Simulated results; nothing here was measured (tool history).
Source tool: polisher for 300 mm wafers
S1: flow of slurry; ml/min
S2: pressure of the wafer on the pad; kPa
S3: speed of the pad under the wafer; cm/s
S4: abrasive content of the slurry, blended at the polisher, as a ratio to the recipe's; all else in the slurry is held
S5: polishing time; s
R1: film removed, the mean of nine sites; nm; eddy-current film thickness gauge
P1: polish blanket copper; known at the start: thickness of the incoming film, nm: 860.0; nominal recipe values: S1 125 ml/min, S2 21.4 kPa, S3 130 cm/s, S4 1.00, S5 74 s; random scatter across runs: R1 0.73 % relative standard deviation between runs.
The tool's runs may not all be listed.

run	hour	S1	S2	S3	S4	S5	R1
1	5.8	125	21.4	130	1.00	74	349.36
2	12.0	125	21.4	130	1.00	74	355.13
3	17.5	125	21.4	180	1.00	74	486.97
4	23.0	125	9.7	130	1.00	74	158.21
5	26.1	125	21.4	130	1.00	74	349.74
6	31.6	125	33.8	130	1.00	74	564.20
# hour 33.8: slurry blender recalibrated
# hour 34.7: worn pad replaced by a new one
7	36.6	125	21.4	130	1.00	46	223.25
8	42.9	125	29.0	130	1.00	33	213.67
9	46.6	125	21.4	130	1.00	74	356.33
10	49.8	190	21.4	130	1.00	34	175.49
11	53.0	125	21.4	130	1.00	104	498.22
12	58.9	125	21.4	130	0.55	74	310.90
13	63.5	75	21.4	130	1.00	74	313.47
14	68.3	125	21.4	130	1.30	74	375.42
15	72.2	125	16.5	170	1.00	74	358.51
16	75.4	125	21.4	76	1.00	74	204.73
17	82.0	125	21.4	130	1.00	74	358.34
18	86.6	180	21.4	130	1.00	74	376.80
19	89.8	125	21.4	130	1.00	74	349.68
20	93.0	125	21.4	130	1.00	74	353.31
21	99.7	125	21.4	130	1.00	74	343.38
22	104.2	125	21.4	130	1.00	74	340.28
23	110.0	125	21.4	130	1.00	74	333.42
24	113.0	125	21.4	130	1.00	74	330.93
25	117.4	125	21.4	130	1.00	74	330.18
26	123.8	125	21.4	130	1.00	74	330.19
27	127.0	125	21.4	130	1.00	74	329.51
# hour 131.8: slurry blender recalibrated
28	131.8	125	21.4	130	1.00	74	327.99
# hour 132.8: worn pad replaced by a new one
29	137.1	125	21.4	130	1.00	74	330.87
30	143.7	125	21.4	130	1.00	74	323.57
31	148.8	125	21.4	130	1.00	74	327.42

P1 has crept away from where it was. The log is fitted equally well by each of these 2 causes, at the sizes shown:
A: slurry flow missing at the pad, % = 29.5
B: head's pressure below its setpoint, % = 8.08
Onset of the creep was near hour 93.0.
Every other cause this tool's parts could produce, and why it does not fit the log:
removal rate lost through wear of the pad, %: serviced after onset, at hour 132.8, with no recovery of the prior output
abrasive missing from the slurry, %: serviced after onset, at hour 131.8, with no recovery of the prior output

4 check runs are offered, each on 2 wafers whose results are averaged, their results left as question marks. Which one tells the causes apart?
check 1	153.9	125	21.4	130	0.60	90	?
check 2	153.9	125	11.7	104	1.00	74	?
check 3	153.9	75	21.4	130	1.00	74	?
check 4	153.9	125	21.4	130	0.60	74	?

Predicted outcomes, by check and by cause:
check	result	if A	if B
check 1	R1	355.28	355.26
check 2	R1	142.50	142.49
check 3	R1	271.79	284.47
check 4	R1	292.12	292.10
Per check, the gap between the least separated pair of causes, taken in the result that splits them most: check 1 0.01 %; check 2 0.01 %; check 3 4.56 %; check 4 0.01 %
Only in check 3 would the causes give clearly different results; in the remaining checks their results would be nearly the same.

The results of check 3 are: R1 273.41 nm. Based on these, which of the listed causes is it?

The cause is A: slurry flow missing at the pad, %.
